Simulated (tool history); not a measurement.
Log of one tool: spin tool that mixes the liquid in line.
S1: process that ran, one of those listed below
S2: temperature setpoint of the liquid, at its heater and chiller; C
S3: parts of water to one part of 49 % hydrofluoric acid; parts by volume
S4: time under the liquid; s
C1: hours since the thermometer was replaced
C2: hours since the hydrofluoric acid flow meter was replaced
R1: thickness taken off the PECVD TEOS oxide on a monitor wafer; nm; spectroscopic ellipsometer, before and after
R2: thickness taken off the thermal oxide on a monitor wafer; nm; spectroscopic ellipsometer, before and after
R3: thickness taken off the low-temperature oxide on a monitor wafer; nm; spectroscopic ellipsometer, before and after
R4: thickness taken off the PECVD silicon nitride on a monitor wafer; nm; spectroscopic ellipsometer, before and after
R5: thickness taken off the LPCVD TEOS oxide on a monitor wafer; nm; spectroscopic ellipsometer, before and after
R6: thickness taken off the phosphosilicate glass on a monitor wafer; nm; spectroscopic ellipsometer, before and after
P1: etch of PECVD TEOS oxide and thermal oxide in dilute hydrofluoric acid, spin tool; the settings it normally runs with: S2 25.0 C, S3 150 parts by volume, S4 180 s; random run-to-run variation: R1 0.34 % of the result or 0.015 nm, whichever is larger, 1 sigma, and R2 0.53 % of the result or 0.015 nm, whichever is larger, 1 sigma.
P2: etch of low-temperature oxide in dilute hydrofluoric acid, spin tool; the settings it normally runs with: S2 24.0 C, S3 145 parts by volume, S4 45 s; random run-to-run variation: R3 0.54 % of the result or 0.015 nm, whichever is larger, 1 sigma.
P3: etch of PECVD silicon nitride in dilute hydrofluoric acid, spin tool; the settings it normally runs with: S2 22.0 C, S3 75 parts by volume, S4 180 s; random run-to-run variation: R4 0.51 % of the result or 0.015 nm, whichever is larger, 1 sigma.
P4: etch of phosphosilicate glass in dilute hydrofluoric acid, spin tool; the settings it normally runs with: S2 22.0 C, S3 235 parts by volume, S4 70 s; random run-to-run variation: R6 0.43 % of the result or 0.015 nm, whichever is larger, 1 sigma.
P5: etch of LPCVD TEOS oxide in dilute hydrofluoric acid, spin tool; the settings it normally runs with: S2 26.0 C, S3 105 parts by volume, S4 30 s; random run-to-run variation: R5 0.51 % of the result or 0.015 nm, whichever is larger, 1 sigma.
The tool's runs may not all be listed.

{"run": 1, "hour": 14.0, "S1": "P1", "S2": 25.0, "S3": 150, "S4": 180, "C1": 549.4, "C2": 1006.2, "R1": 9.6978, "R2": 5.5226}
{"run": 2, "hour": 29.1, "S1": "P2", "S2": 24.0, "S3": 145, "S4": 45, "C1": 564.5, "C2": 1021.3, "R3": 5.1006}
{"run": 3, "hour": 46.9, "S1": "P2", "S2": 24.0, "S3": 145, "S4": 75, "C1": 582.3, "C2": 1039.1, "R3": 8.5367}
{"run": 4, "hour": 58.5, "S1": "P3", "S2": 22.0, "S3": 75, "S4": 45, "C1": 593.9, "C2": 1050.7, "R4": 1.1307}
{"run": 5, "hour": 70.9, "S1": "P1", "S2": 25.0, "S3": 150, "S4": 70, "C1": 606.3, "C2": 1063.1, "R1": 3.8198, "R2": 2.155}
{"run": 6, "hour": 88.1, "S1": "P2", "S2": 24.0, "S3": 65, "S4": 45, "C1": 623.5, "C2": 1080.3, "R3": 12.555}
{"run": 7, "hour": 98.3, "S1": "P3", "S2": 22.0, "S3": 75, "S4": 180, "C1": 633.7, "C2": 1090.5, "R4": 4.4985}
{"run": 8, "hour": 110.2, "S1": "P1", "S2": 25.0, "S3": 150, "S4": 180, "C1": 645.6, "C2": 1102.4, "R1": 9.7662, "R2": 5.5556}
{"run": 9, "hour": 120.2, "S1": "P1", "S2": 25.0, "S3": 270, "S4": 180, "C1": 655.6, "C2": 1112.4, "R1": 4.7303, "R2": 2.6807}
{"run": 10, "hour": 138.1, "S1": "P2", "S2": 31.5, "S3": 145, "S4": 45, "C1": 673.5, "C2": 1130.3, "R3": 6.7331}
{"run": 11, "hour": 155.8, "S1": "P3", "S2": 22.0, "S3": 120, "S4": 180, "C1": 691.2, "C2": 1148.0, "R4": 2.8616}
{"run": 12, "hour": 171.6, "S1": "P5", "S2": 26.0, "S3": 105, "S4": 30, "C1": 707.0, "C2": 1163.8, "R5": 17.934}
{"run": 13, "hour": 189.3, "S1": "P3", "S2": 29.0, "S3": 75, "S4": 180, "C1": 724.7, "C2": 1181.5, "R4": 7.126}
{"run": 14, "hour": 206.5, "S1": "P4", "S2": 22.0, "S3": 235, "S4": 110, "C1": 741.9, "C2": 1198.7, "R6": 34.934}
{"run": 15, "hour": 214.5, "S1": "P5", "S2": 26.0, "S3": 50, "S4": 30, "C1": 749.9, "C2": 1206.7, "R5": 40.478}
{"run": 16, "hour": 226.8, "S1": "P1", "S2": 21.5, "S3": 150, "S4": 180, "C1": 762.2, "C2": 1219.0, "R1": 8.5762, "R2": 4.8253}
{"run": 17, "hour": 238.1, "S1": "P1", "S2": 25.0, "S3": 25, "S4": 180, "C1": 773.5, "C2": 1230.3, "R1": 68.856, "R2": 38.799}
{"run": 18, "hour": 255.4, "S1": "P1", "S2": 25.0, "S3": 150, "S4": 180, "C1": 790.8, "C2": 1247.6, "R1": 9.7645, "R2": 5.5438}
{"run": 19, "hour": 264.7, "S1": "P2", "S2": 24.0, "S3": 145, "S4": 45, "C1": 800.1, "C2": 1256.9, "R3": 5.1396}
{"run": 20, "hour": 274.7, "S1": "P4", "S2": 17.0, "S3": 235, "S4": 70, "C1": 810.1, "C2": 1266.9, "R6": 18.251}
{"run": 21, "hour": 289.5, "S1": "P1", "S2": 25.0, "S3": 150, "S4": 180, "C1": 824.9, "C2": 1281.7, "R1": 9.7523, "R2": 5.526}
{"run": 22, "hour": 303.6, "S1": "P1", "S2": 32.0, "S3": 150, "S4": 180, "C1": 839.0, "C2": 1295.8, "R1": 12.656, "R2": 7.1216}
{"run": 23, "hour": 313.7, "S1": "P5", "S2": 26.0, "S3": 105, "S4": 30, "C1": 849.1, "C2": 1305.9, "R5": 17.769}
{"run": 24, "hour": 328.6, "S1": "P1", "S2": 25.0, "S3": 150, "S4": 290, "C1": 864.0, "C2": 1320.8, "R1": 15.742, "R2": 8.9116}
{"run": 25, "hour": 340.3, "S1": "P1", "S2": 25.0, "S3": 205, "S4": 35, "C1": 875.7, "C2": 1332.5, "R1": 1.3071, "R2": 0.71303}
{"run": 26, "hour": 350.7, "S1": "P3", "S2": 22.0, "S3": 75, "S4": 180, "C1": 886.1, "C2": 1342.9, "R4": 4.5047}
{"run": 27, "hour": 367.7, "S1": "P4", "S2": 22.0, "S3": 125, "S4": 70, "C1": 903.1, "C2": 1359.9, "R6": 46.545}
{"run": 28, "hour": 380.1, "S1": "P1", "S2": 25.0, "S3": 255, "S4": 25, "C1": 915.5, "C2": 1372.3, "R1": 0.72296, "R2": 0.42661}

Run 29 is up next; what results do you expect?
{"run": 29, "hour": 388.6, "S1": "P4", "S2": 22.0, "S3": 235, "S4": 70, "C1": 924.0, "C2": 1380.8, "R6": "?"}

{"run 29": {"R6": 22.112}}
